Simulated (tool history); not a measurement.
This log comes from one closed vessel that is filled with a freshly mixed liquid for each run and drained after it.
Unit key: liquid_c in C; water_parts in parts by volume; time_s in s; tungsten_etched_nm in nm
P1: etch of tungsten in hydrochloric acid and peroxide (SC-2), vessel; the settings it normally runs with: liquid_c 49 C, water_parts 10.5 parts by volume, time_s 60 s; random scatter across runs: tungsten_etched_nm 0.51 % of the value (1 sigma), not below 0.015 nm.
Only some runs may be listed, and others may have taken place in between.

run	day	liquid_c	water_parts	time_s	hours since the thermometer was replaced	hours since the chemicals flow meter was replaced	hours since the drum of peroxide was connected	tungsten_etched_nm
1	0.3	49	10.5	60	723	952.6	745.7	19.492
2	0.5	49	18	60	727.8	957.4	750.5	12.101
3	0.821	49	10.5	110	735.5	965.1	758.2	35.069
4	0.988	49	4	60	739.5	969.1	762.2	40.517
5	1.3	49	10.5	30	747	976.6	769.7	9.5954
6	1.508	35	10.5	60	752	981.6	774.7	7.2635
7	1.796	49	10.5	60	758.9	988.5	781.6	19.525
8	2.125	62.5	10.5	60	766.8	996.4	789.5	46.228
9	2.425	49	10.5	60	774	1003.6	796.7	19.45
10	2.654	55.5	17	60	779.5	1009.1	802.2	19.755
11	2.946	49	10.5	60	786.5	1016.1	809.2	19.394
12	3.233	49	5	100	793.4	1023	816.1	57.483
13	3.383	49	10.5	60	797	1026.6	819.7	19.518
14	3.604	49	10.5	60	802.3	1031.9	825	18.81
15	3.933	49	10.5	60	810.2	1039.8	832.9	18.277

Run 16 comes next. What will it give?
# day 4.079: new drum of peroxide connected
16	4.104	49	10.5	60	814.3	1043.9	0.7	?

tungsten_etched_nm: 18.135 nm
